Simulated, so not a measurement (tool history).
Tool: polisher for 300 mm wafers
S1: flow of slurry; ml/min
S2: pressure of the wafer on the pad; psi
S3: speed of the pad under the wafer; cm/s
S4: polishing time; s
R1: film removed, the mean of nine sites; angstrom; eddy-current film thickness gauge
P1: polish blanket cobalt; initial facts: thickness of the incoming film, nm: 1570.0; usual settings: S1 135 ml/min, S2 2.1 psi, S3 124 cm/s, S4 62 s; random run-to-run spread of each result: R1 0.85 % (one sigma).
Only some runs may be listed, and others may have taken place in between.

{"run": 1, "day": 0.229, "S1": 135, "S2": 2.1, "S3": 124, "S4": 62, "R1": 4952.8}
{"run": 2, "day": 0.392, "S1": 135, "S2": 2.1, "S3": 124, "S4": 62, "R1": 4967.5}
{"run": 3, "day": 0.575, "S1": 135, "S2": 2.1, "S3": 124, "S4": 62, "R1": 4846.8}
{"run": 4, "day": 0.742, "S1": 95, "S2": 2.1, "S3": 124, "S4": 62, "R1": 4569.7}
{"run": 5, "day": 0.904, "S1": 135, "S2": 2.1, "S3": 124, "S4": 92, "R1": 7380.3}
{"day": 1.058, "done": "head pressure recalibrated"}
{"run": 6, "day": 1.171, "S1": 135, "S2": 2.1, "S3": 124, "S4": 62, "R1": 4877.1}
{"run": 7, "day": 1.325, "S1": 135, "S2": 3.1, "S3": 82, "S4": 62, "R1": 4807.4}
{"run": 8, "day": 1.621, "S1": 135, "S2": 2.1, "S3": 124, "S4": 62, "R1": 4876.3}
{"run": 9, "day": 1.958, "S1": 175, "S2": 2.1, "S3": 124, "S4": 62, "R1": 5164.9}
{"run": 10, "day": 2.3, "S1": 135, "S2": 3.1, "S3": 124, "S4": 62, "R1": 7260.6}
{"run": 11, "day": 2.538, "S1": 135, "S2": 2.1, "S3": 124, "S4": 46, "R1": 3648.8}
{"run": 12, "day": 2.717, "S1": 135, "S2": 1.1, "S3": 124, "S4": 62, "R1": 2579.9}
{"run": 13, "day": 2.896, "S1": 135, "S2": 2.1, "S3": 56, "S4": 62, "R1": 2235.9}
{"run": 14, "day": 3.196, "S1": 135, "S2": 2.1, "S3": 190, "S4": 62, "R1": 7571.1}
{"run": 15, "day": 3.4, "S1": 135, "S2": 2.1, "S3": 124, "S4": 62, "R1": 4891.7}
{"run": 16, "day": 3.721, "S1": 135, "S2": 2.1, "S3": 124, "S4": 62, "R1": 4778.8}
{"run": 17, "day": 3.983, "S1": 135, "S2": 2.1, "S3": 124, "S4": 62, "R1": 4701.8}
{"run": 18, "day": 4.312, "S1": 135, "S2": 2.1, "S3": 124, "S4": 62, "R1": 4544.5}
{"run": 19, "day": 4.508, "S1": 135, "S2": 2.1, "S3": 124, "S4": 62, "R1": 4603.9}

Estimate the outcome of run 20 from the log above:
{"run": 20, "day": 4.692, "S1": 135, "S2": 2.1, "S3": 124, "S4": 62, "R1": "?"}

R1: 4531.1 angstrom
